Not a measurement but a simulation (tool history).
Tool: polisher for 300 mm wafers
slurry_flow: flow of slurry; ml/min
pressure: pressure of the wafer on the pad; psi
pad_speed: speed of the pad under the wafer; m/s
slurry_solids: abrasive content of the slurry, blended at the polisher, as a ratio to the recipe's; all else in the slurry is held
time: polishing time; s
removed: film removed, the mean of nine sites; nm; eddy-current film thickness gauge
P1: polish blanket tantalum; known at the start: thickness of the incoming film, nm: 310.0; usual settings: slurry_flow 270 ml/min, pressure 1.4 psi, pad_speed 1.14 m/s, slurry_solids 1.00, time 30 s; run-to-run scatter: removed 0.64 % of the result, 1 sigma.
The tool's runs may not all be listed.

run	day	slurry_flow	pressure	pad_speed	slurry_solids	time	wafers polished on this pad	hours since the slurry nozzle was cleaned	hours since the head pressure was calibrated	hours since the slurry blender was calibrated	removed
1	0.412	270	1.4	1.14	1.00	30	891	339.2	445.0	113.9	33.324
2	0.767	270	1.4	1.14	1.00	30	972	347.7	453.5	122.4	33.127
3	1.025	270	2.1	1.14	1.00	30	1032	353.9	459.7	128.6	50.051
4	1.438	270	1.4	1.14	1.00	30	1127	363.8	469.6	138.5	32.866
5	1.862	270	1.4	1.14	1.00	14	1225	374.0	479.8	148.7	15.520
6	2.217	270	1.4	0.54	1.00	30	1307	382.5	488.3	157.2	15.616
7	2.638	425	1.4	1.14	1.00	30	1404	392.6	498.4	167.3	34.205
8	3.046	160	1.4	0.86	1.00	30	1498	402.4	508.2	177.1	23.481
9	3.446	270	1.4	1.14	0.75	30	1590	412.0	517.8	186.7	30.350
10	3.821	270	1.4	1.14	1.00	43	1677	421.0	526.8	195.7	47.198
11	4.062	185	1.4	1.14	1.00	17	1733	426.8	532.6	201.5	18.106
12	4.396	360	1.4	0.74	1.00	30	1810	434.8	540.6	209.5	22.019
13	4.600	270	0.6	1.14	1.00	30	1857	439.7	545.5	214.4	14.049
# day 4.929: slurry blender recalibrated
14	4.938	160	1.4	1.14	1.00	30	1934	447.8	553.6	0.2	31.066
15	5.296	270	1.4	1.50	1.00	30	2017	456.4	562.2	8.8	44.480
16	5.642	270	1.4	1.14	1.00	30	2097	464.7	570.5	17.1	33.431

The next listed run, before its measurement:
17	5.854	270	1.4	1.14	1.00	30	2146	469.8	575.6	22.2	?

removed: 33.137 nm
